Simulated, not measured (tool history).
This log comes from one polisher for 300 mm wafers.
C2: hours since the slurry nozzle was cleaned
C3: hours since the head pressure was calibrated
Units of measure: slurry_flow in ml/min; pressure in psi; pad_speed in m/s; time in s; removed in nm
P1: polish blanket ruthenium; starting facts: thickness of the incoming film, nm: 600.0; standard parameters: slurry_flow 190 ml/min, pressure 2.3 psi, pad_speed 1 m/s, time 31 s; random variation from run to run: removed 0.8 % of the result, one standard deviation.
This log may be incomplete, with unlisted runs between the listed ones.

Run 1, hour 4.5: slurry_flow 190 ml/min, pressure 2.3 psi, pad_speed 1 m/s, time 31 s; wafers polished on this pad 1088; C2 151.5; C3 481.8. Result: removed 43.982 nm.
Run 2, hour 8.1: slurry_flow 190 ml/min, pressure 3.1 psi, pad_speed 1 m/s, time 31 s; wafers polished on this pad 1123; C2 155.1; C3 485.4. Result: removed 58.935 nm.
Run 3, hour 12.9: slurry_flow 190 ml/min, pressure 1.7 psi, pad_speed 1 m/s, time 31 s; wafers polished on this pad 1170; C2 159.9; C3 490.2. Result: removed 32.479 nm.
At hour 16.9: slurry nozzle cleaned.
Run 4, hour 19.2: slurry_flow 190 ml/min, pressure 2.3 psi, pad_speed 1 m/s, time 31 s; wafers polished on this pad 1233; C2 2.4; C3 496.5. Result: removed 44.367 nm.
Run 5, hour 24: slurry_flow 190 ml/min, pressure 2.3 psi, pad_speed 0.7 m/s, time 45 s; wafers polished on this pad 1280; C2 7.2; C3 501.3. Result: removed 44.161 nm.
Run 6, hour 29.2: slurry_flow 190 ml/min, pressure 2.3 psi, pad_speed 0.44 m/s, time 31 s; wafers polished on this pad 1331; C2 12.4; C3 506.5. Result: removed 19.253 nm.
Run 7, hour 34.6: slurry_flow 190 ml/min, pressure 2.3 psi, pad_speed 1.5 m/s, time 31 s; wafers polished on this pad 1385; C2 17.8; C3 511.9. Result: removed 65.443 nm.
Run 8, hour 38.6: slurry_flow 190 ml/min, pressure 2.3 psi, pad_speed 1 m/s, time 31 s; wafers polished on this pad 1424; C2 21.8; C3 515.9. Result: removed 43.754 nm.
Run 9, hour 45.5: slurry_flow 115 ml/min, pressure 2.3 psi, pad_speed 1 m/s, time 31 s; wafers polished on this pad 1492; C2 28.7; C3 522.8. Result: removed 40.29 nm.
Run 10, hour 51.2: slurry_flow 190 ml/min, pressure 2.3 psi, pad_speed 1 m/s, time 31 s; wafers polished on this pad 1548; C2 34.4; C3 528.5. Result: removed 43.401 nm.
Run 11, hour 55.5: slurry_flow 190 ml/min, pressure 2.3 psi, pad_speed 1 m/s, time 31 s; wafers polished on this pad 1591; C2 38.7; C3 532.8. Result: removed 44.514 nm.
Run 12, hour 60: slurry_flow 190 ml/min, pressure 2.3 psi, pad_speed 1 m/s, time 31 s; wafers polished on this pad 1635; C2 43.2; C3 537.3. Result: removed 43.993 nm.
Run 13, hour 64.8: slurry_flow 290 ml/min, pressure 2.3 psi, pad_speed 1 m/s, time 31 s; wafers polished on this pad 1682; C2 48; C3 542.1. Result: removed 46.347 nm.
Run 14, hour 71: slurry_flow 190 ml/min, pressure 2.3 psi, pad_speed 1 m/s, time 41 s; wafers polished on this pad 1744; C2 54.2; C3 548.3. Result: removed 58.291 nm.
Run 15, hour 77.8: slurry_flow 115 ml/min, pressure 1.8 psi, pad_speed 1 m/s, time 31 s; wafers polished on this pad 1811; C2 61; C3 555.1. Result: removed 31.399 nm.
Run 16, hour 82.4: slurry_flow 190 ml/min, pressure 2.3 psi, pad_speed 1 m/s, time 14 s; wafers polished on this pad 1856; C2 65.6; C3 559.7. Result: removed 19.948 nm.
Run 17, hour 89.2: slurry_flow 190 ml/min, pressure 2.3 psi, pad_speed 1 m/s, time 31 s; wafers polished on this pad 1923; C2 72.4; C3 566.5. Result: removed 44.34 nm.
Run 18, hour 95: slurry_flow 190 ml/min, pressure 2.3 psi, pad_speed 1 m/s, time 31 s; wafers polished on this pad 1980; C2 78.2; C3 572.3. Result: removed 41.954 nm.
Run 19, hour 99: slurry_flow 190 ml/min, pressure 2.3 psi, pad_speed 1 m/s, time 31 s; wafers polished on this pad 2020; C2 82.2; C3 576.3. Result: removed 42.382 nm.
Run 20, hour 105.4: slurry_flow 190 ml/min, pressure 2.3 psi, pad_speed 1 m/s, time 31 s; wafers polished on this pad 2083; C2 88.6; C3 582.7. Result: removed 40.774 nm.
Run 21, hour 110.8: slurry_flow 190 ml/min, pressure 2.3 psi, pad_speed 1 m/s, time 31 s; wafers polished on this pad 2136; C2 94; C3 588.1. Result: removed 41.069 nm.
At hour 114.3: worn pad replaced by a new one.
Run 22, hour 116.5: slurry_flow 190 ml/min, pressure 2.3 psi, pad_speed 1 m/s, time 31 s; wafers polished on this pad 22; C2 99.7; C3 593.8. Result: removed 40.201 nm.
Run 23, hour 120.6: slurry_flow 190 ml/min, pressure 2.3 psi, pad_speed 1 m/s, time 31 s; wafers polished on this pad 62; C2 103.8; C3 597.9. Result: removed 40.623 nm.
Run 24, hour 126.9: slurry_flow 190 ml/min, pressure 2.3 psi, pad_speed 1 m/s, time 31 s; wafers polished on this pad 125; C2 110.1; C3 604.2. Result: removed 40.208 nm.

Compared with where it was, what P1 gives has crept away. Each cause listed below fits the log as well as the rest, at the size given for it:
A: head's pressure below its setpoint, % = 7.82
B: slurry flow missing at the pad, % = 37.2
The onset of the drift is placed at about hour 89.2.
Ruled out, with reasons:
removal rate lost through wear of the pad, %: maintenance at hour 114.3, after the shift began, did not return the process to its former output

Consider the 4 check runs below, whose results appear as question marks and each of which averages 2 wafers. Which one distinguishes the causes, in that each cause would give it a clearly different result?
Run check 1, hour 133.2: slurry_flow 190 ml/min, pressure 2.3 psi, pad_speed 0.64 m/s, time 31 s. Result: removed ?.
Run check 2, hour 133.2: slurry_flow 120 ml/min, pressure 2.3 psi, pad_speed 0.48 m/s, time 31 s. Result: removed ?.
Run check 3, hour 133.2: slurry_flow 190 ml/min, pressure 2.3 psi, pad_speed 0.7 m/s, time 21 s. Result: removed ?.
Run check 4, hour 133.2: slurry_flow 190 ml/min, pressure 2.3 psi, pad_speed 1.22 m/s, time 31 s. Result: removed ?.

Outcome of each check run for each possible cause:
  check   result    if A    if B
check 1  removed  25.937  25.937
check 2  removed  17.954  17.223
check 3  removed  19.218  19.218
check 4  removed  49.443  49.443
Smallest distance between any two causes, each pair judged by its most separating result, in per cent: check 1 0 %; check 2 4.16 %; check 3 0 %; check 4 0 %
Check 2 is the one run that separates the causes; every other check would come out nearly the same whichever cause is at work.

Check 2 was carried out, with these results: removed 17.821 nm. Which of the listed causes is responsible?

The correct cause is A, namely: head's pressure below its setpoint, %.
